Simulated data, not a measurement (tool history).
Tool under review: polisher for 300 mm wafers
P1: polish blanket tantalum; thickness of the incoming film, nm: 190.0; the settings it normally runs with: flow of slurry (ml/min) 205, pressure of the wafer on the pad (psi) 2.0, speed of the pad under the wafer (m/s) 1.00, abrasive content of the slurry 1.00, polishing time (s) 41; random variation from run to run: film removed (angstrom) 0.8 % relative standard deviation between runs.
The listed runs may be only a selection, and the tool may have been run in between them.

| run | hour | flow of slurry (ml/min) | pressure of the wafer on the pad (psi) | speed of the pad under the wafer (m/s) | abrasive content of the slurry | polishing time (s) | wafers polished on this pad | hours since the slurry nozzle was cleaned | hours since the head pressure was calibrated | hours since the slurry blender was calibrated | film removed (angstrom) |
|---|---|---|---|---|---|---|---|---|---|---|---|
| 1 | 17.7 | 205 | 2.0 | 1.00 | 1.00 | 41 | 523 | 395.1 | 599.3 | 91.2 | 716.14 |
| 2 | 32.2 | 205 | 2.0 | 1.00 | 1.00 | 41 | 700 | 409.6 | 613.8 | 105.7 | 706.14 |
| 3 | 40.8 | 205 | 2.0 | 1.26 | 0.55 | 41 | 806 | 418.2 | 622.4 | 114.3 | 733.81 |
| 4 | 57.3 | 205 | 2.0 | 1.40 | 0.75 | 41 | 1008 | 434.7 | 638.9 | 130.8 | 909.29 |
| 5 | 67.1 | 205 | 2.0 | 1.00 | 1.00 | 41 | 1128 | 444.5 | 648.7 | 140.6 | 715.76 |
| 6 | 84.5 | 205 | 2.0 | 1.48 | 1.00 | 41 | 1341 | 461.9 | 666.1 | 158.0 | 1050.30 |
|  | 91.9 | slurry nozzle cleaned |
| 7 | 93.6 | 205 | 2.0 | 1.00 | 1.00 | 62 | 1453 | 1.8 | 675.2 | 167.1 | 1077.50 |
| 8 | 103.3 | 205 | 2.0 | 0.48 | 1.00 | 41 | 1572 | 11.5 | 684.9 | 176.8 | 340.18 |
| 9 | 116.3 | 205 | 1.0 | 1.00 | 1.00 | 41 | 1731 | 24.5 | 697.9 | 189.8 | 355.60 |
| 10 | 130.0 | 205 | 2.0 | 1.00 | 1.00 | 41 | 1899 | 38.2 | 711.6 | 203.5 | 712.30 |
| 11 | 142.7 | 205 | 2.0 | 1.00 | 1.00 | 20 | 2054 | 50.9 | 724.3 | 216.2 | 341.67 |
| 12 | 151.1 | 205 | 2.0 | 1.00 | 0.60 | 41 | 2157 | 59.3 | 732.7 | 224.6 | 601.62 |
| 13 | 164.0 | 300 | 2.0 | 1.00 | 1.00 | 41 | 2315 | 72.2 | 745.6 | 237.5 | 745.68 |
| 14 | 176.1 | 205 | 2.0 | 1.00 | 1.40 | 41 | 2464 | 84.3 | 757.7 | 249.6 | 779.96 |
| 15 | 193.4 | 125 | 2.0 | 1.00 | 1.00 | 41 | 2676 | 101.6 | 775.0 | 266.9 | 660.11 |
| 16 | 210.6 | 205 | 3.1 | 1.00 | 1.00 | 41 | 2886 | 118.8 | 792.2 | 284.1 | 1095.40 |
| 17 | 223.8 | 205 | 2.0 | 1.00 | 1.00 | 41 | 3048 | 132.0 | 805.4 | 297.3 | 704.33 |

Run 18, settings as shown, results not yet in. Your forecast:
| 18 | 236.2 | 205 | 2.0 | 1.00 | 1.00 | 41 | 3200 | 144.4 | 817.8 | 309.7 | ? |

film removed (angstrom): 703.54
